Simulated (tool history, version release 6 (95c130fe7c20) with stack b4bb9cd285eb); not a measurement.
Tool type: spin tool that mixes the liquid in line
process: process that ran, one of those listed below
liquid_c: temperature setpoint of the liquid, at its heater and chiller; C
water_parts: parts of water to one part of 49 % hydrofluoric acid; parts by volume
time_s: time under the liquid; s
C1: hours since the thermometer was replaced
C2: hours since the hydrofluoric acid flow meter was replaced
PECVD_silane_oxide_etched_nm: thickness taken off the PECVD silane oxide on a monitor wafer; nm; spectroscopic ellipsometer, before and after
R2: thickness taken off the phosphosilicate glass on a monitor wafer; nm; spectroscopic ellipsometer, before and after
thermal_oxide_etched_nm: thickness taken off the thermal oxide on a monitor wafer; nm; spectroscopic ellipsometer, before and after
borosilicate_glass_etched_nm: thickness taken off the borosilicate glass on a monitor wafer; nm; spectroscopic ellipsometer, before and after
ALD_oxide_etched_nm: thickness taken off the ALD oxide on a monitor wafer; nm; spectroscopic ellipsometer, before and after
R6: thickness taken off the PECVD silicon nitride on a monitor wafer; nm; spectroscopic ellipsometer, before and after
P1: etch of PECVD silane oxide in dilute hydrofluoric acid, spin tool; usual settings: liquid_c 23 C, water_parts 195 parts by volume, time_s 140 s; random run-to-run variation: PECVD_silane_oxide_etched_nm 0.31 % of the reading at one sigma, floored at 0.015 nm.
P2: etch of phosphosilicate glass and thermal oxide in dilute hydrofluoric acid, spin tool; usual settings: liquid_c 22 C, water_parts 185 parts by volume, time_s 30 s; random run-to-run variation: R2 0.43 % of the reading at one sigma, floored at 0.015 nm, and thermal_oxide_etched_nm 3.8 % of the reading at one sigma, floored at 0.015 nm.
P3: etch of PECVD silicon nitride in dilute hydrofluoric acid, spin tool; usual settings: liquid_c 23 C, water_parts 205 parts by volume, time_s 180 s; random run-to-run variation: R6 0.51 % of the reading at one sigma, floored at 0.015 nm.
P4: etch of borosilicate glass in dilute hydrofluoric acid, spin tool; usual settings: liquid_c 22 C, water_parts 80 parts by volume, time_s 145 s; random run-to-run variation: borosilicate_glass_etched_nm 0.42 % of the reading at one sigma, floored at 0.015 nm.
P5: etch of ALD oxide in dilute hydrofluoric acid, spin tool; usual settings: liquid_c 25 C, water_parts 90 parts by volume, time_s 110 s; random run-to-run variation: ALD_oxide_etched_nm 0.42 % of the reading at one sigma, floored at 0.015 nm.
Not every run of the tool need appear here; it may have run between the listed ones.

{"run": 1, "day": 0.462, "process": "P1", "liquid_c": 23, "water_parts": 195, "time_s": 140, "C1": 616.5, "C2": 334.1, "PECVD_silane_oxide_etched_nm": 27.86}
{"run": 2, "day": 0.917, "process": "P1", "liquid_c": 23, "water_parts": 195, "time_s": 65, "C1": 627.4, "C2": 345, "PECVD_silane_oxide_etched_nm": 12.93}
{"run": 3, "day": 1.321, "process": "P2", "liquid_c": 22, "water_parts": 45, "time_s": 30, "C1": 637.1, "C2": 354.7, "R2": 64.965, "thermal_oxide_etched_nm": 3.0312}
{"run": 4, "day": 1.683, "process": "P4", "liquid_c": 22, "water_parts": 140, "time_s": 145, "C1": 645.8, "C2": 363.4, "borosilicate_glass_etched_nm": 21.08}
{"run": 5, "day": 2.117, "process": "P1", "liquid_c": 23, "water_parts": 195, "time_s": 230, "C1": 656.2, "C2": 373.8, "PECVD_silane_oxide_etched_nm": 46.034}
{"run": 6, "day": 2.425, "process": "P5", "liquid_c": 25, "water_parts": 90, "time_s": 110, "C1": 663.6, "C2": 381.2, "ALD_oxide_etched_nm": 12.375}
{"run": 7, "day": 3.083, "process": "P5", "liquid_c": 25, "water_parts": 90, "time_s": 110, "C1": 679.4, "C2": 397, "ALD_oxide_etched_nm": 12.552}
{"run": 8, "day": 3.608, "process": "P4", "liquid_c": 22, "water_parts": 80, "time_s": 145, "C1": 692, "C2": 409.6, "borosilicate_glass_etched_nm": 39.222}
{"run": 9, "day": 4.042, "process": "P5", "liquid_c": 25, "water_parts": 90, "time_s": 190, "C1": 702.4, "C2": 420, "ALD_oxide_etched_nm": 21.471}
{"run": 10, "day": 4.483, "process": "P5", "liquid_c": 25, "water_parts": 130, "time_s": 110, "C1": 713, "C2": 430.6, "ALD_oxide_etched_nm": 8.1851}
{"run": 11, "day": 5.067, "process": "P1", "liquid_c": 19.5, "water_parts": 195, "time_s": 140, "C1": 727, "C2": 444.6, "PECVD_silane_oxide_etched_nm": 24.404}
{"run": 12, "day": 5.571, "process": "P2", "liquid_c": 17, "water_parts": 185, "time_s": 30, "C1": 739.1, "C2": 456.7, "R2": 11.09, "thermal_oxide_etched_nm": 0.54473}
{"run": 13, "day": 6.012, "process": "P2", "liquid_c": 22, "water_parts": 185, "time_s": 30, "C1": 749.7, "C2": 467.3, "R2": 13.346, "thermal_oxide_etched_nm": 0.6725}
{"run": 14, "day": 6.396, "process": "P2", "liquid_c": 22, "water_parts": 185, "time_s": 30, "C1": 758.9, "C2": 476.5, "R2": 13.513, "thermal_oxide_etched_nm": 0.65034}
{"run": 15, "day": 6.762, "process": "P3", "liquid_c": 23, "water_parts": 95, "time_s": 180, "C1": 767.7, "C2": 485.3, "R6": 9.2316}
{"run": 16, "day": 7.233, "process": "P2", "liquid_c": 22, "water_parts": 185, "time_s": 60, "C1": 779, "C2": 496.6, "R2": 27.006, "thermal_oxide_etched_nm": 1.3805}
{"run": 17, "day": 7.562, "process": "P1", "liquid_c": 23, "water_parts": 195, "time_s": 140, "C1": 786.9, "C2": 504.5, "PECVD_silane_oxide_etched_nm": 28.1}
{"run": 18, "day": 7.929, "process": "P1", "liquid_c": 23, "water_parts": 295, "time_s": 40, "C1": 795.7, "C2": 513.3, "PECVD_silane_oxide_etched_nm": 4.7573}
{"run": 19, "day": 8.454, "process": "P3", "liquid_c": 23, "water_parts": 205, "time_s": 180, "C1": 808.3, "C2": 525.9, "R6": 4.3216}
{"run": 20, "day": 9.075, "process": "P1", "liquid_c": 23, "water_parts": 90, "time_s": 140, "C1": 823.2, "C2": 540.8, "PECVD_silane_oxide_etched_nm": 67.769}
{"run": 21, "day": 9.417, "process": "P4", "liquid_c": 22, "water_parts": 80, "time_s": 60, "C1": 831.4, "C2": 549, "borosilicate_glass_etched_nm": 16.244}
{"run": 22, "day": 10.033, "process": "P1", "liquid_c": 23, "water_parts": 195, "time_s": 140, "C1": 846.2, "C2": 563.8, "PECVD_silane_oxide_etched_nm": 27.992}
{"run": 23, "day": 10.5, "process": "P5", "liquid_c": 32, "water_parts": 90, "time_s": 110, "C1": 857.4, "C2": 575, "ALD_oxide_etched_nm": 16.243}
{"run": 24, "day": 10.854, "process": "P3", "liquid_c": 23, "water_parts": 205, "time_s": 15, "C1": 865.9, "C2": 583.5, "R6": 0.35779}
{"run": 25, "day": 11.342, "process": "P1", "liquid_c": 27.5, "water_parts": 195, "time_s": 140, "C1": 877.6, "C2": 595.2, "PECVD_silane_oxide_etched_nm": 32.724}
{"run": 26, "day": 11.796, "process": "P1", "liquid_c": 23, "water_parts": 195, "time_s": 140, "C1": 888.5, "C2": 606.1, "PECVD_silane_oxide_etched_nm": 28.007}
{"run": 27, "day": 12.292, "process": "P1", "liquid_c": 23, "water_parts": 195, "time_s": 140, "C1": 900.4, "C2": 618, "PECVD_silane_oxide_etched_nm": 27.907}
{"run": 28, "day": 12.988, "process": "P3", "liquid_c": 23, "water_parts": 205, "time_s": 180, "C1": 917.1, "C2": 634.7, "R6": 4.3198}
{"run": 29, "day": 13.446, "process": "P4", "liquid_c": 29, "water_parts": 80, "time_s": 145, "C1": 928.1, "C2": 645.7, "borosilicate_glass_etched_nm": 51.874}
{"run": 30, "day": 14.1, "process": "P1", "liquid_c": 26.5, "water_parts": 195, "time_s": 265, "C1": 943.8, "C2": 661.4, "PECVD_silane_oxide_etched_nm": 60.324}
{"run": 31, "day": 14.546, "process": "P3", "liquid_c": 18, "water_parts": 205, "time_s": 180, "C1": 954.5, "C2": 672.1, "R6": 3.13}
{"run": 32, "day": 14.946, "process": "P1", "liquid_c": 23, "water_parts": 275, "time_s": 140, "C1": 964.1, "C2": 681.7, "PECVD_silane_oxide_etched_nm": 18.244}
{"run": 33, "day": 15.617, "process": "P1", "liquid_c": 23, "water_parts": 195, "time_s": 140, "C1": 980.2, "C2": 697.8, "PECVD_silane_oxide_etched_nm": 28.068}
{"run": 34, "day": 16.075, "process": "P1", "liquid_c": 23, "water_parts": 195, "time_s": 140, "C1": 991.2, "C2": 708.8, "PECVD_silane_oxide_etched_nm": 27.213}
{"run": 35, "day": 16.683, "process": "P1", "liquid_c": 23, "water_parts": 195, "time_s": 140, "C1": 1005.8, "C2": 723.4, "PECVD_silane_oxide_etched_nm": 26.859}

Run 36, settings as shown, results not yet in. Your forecast:
{"run": 36, "day": 17.333, "process": "P1", "liquid_c": 23, "water_parts": 195, "time_s": 140, "C1": 1021.4, "C2": 739, "PECVD_silane_oxide_etched_nm": "?"}

Run 36 came out at PECVD_silane_oxide_etched_nm 26.714 nm.

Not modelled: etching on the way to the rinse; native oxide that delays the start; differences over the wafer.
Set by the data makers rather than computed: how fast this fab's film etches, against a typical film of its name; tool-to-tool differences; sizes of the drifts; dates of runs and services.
